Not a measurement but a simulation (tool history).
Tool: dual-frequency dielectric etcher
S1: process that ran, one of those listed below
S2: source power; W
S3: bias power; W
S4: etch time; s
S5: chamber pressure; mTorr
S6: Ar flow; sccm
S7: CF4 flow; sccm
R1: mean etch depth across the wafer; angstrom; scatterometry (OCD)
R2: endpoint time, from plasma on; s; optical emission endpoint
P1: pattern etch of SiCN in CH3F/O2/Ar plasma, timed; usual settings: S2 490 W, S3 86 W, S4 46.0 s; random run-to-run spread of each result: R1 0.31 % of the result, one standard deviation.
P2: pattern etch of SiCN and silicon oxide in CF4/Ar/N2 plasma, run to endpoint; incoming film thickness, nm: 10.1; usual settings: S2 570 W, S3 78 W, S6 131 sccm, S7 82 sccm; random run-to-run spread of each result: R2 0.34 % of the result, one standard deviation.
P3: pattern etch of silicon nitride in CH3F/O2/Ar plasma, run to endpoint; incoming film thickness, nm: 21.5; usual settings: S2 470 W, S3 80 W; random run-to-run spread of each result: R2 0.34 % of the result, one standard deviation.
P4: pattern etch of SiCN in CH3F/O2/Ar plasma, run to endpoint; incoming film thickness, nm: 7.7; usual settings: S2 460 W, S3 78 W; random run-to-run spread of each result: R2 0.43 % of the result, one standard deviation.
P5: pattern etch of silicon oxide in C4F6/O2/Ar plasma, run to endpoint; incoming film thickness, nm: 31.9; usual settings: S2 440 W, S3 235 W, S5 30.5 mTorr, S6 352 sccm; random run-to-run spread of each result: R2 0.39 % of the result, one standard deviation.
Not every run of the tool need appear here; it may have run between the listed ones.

run	hour	S1	S2	S3	S4	S5	S6	S7	R1	R2
1	13.5	P1	490	86	46.0				188.24	
2	28.5	P5	310	235		30.5	352			10.2420
3	43.9	P1	580	86	28.0				121.37	
4	55.2	P1	490	86	58.5				238.86	
5	64.0	P1	490	86	46.0				188.76	
6	76.1	P1	490	86	46.0				188.14	
7	94.2	P2	570	78			131	82		9.3703
8	109.1	P2	570	57			131	82		10.4020
9	127.5	P4	660	78						16.8900
10	143.0	P5	440	235		40.5	352			9.2502
11	159.1	P5	440	183		30.5	352			9.7312
12	168.1	P1	490	59	46.0				164.70	
13	177.8	P4	460	78						19.4180
14	186.9	P3	470	80						28.1390
15	204.3	P2	570	78			131	105		8.9774
16	216.9	P3	470	51						32.8360
17	229.4	P2	570	78			167	82		9.6968
18	243.6	P5	440	235		30.5	280			8.7292
19	257.7	P5	440	235		30.5	352			8.9855
20	270.5	P4	460	94						18.1370
21	283.0	P1	490	86	46.0				187.95	
22	291.9	P1	490	116	46.0				211.29	
23	302.8	P1	670	86	67.5				310.31	
24	315.3	P1	490	86	25.5				103.50	
25	325.6	P1	490	86	46.0				186.90	
26	337.6	P2	570	78			131	82		9.3721
27	350.1	P3	650	80						25.0750
28	366.9	P1	490	86	46.0				187.63	
29	375.2	P1	380	86	46.0				170.83	
30	388.1	P1	640	86	46.0				208.87	
31	406.4	P2	730	78			131	82		7.5048

The next listed run, before its measurement:
32	423.4	P1	410	86	30.5				?	

R1: 117.06 angstrom
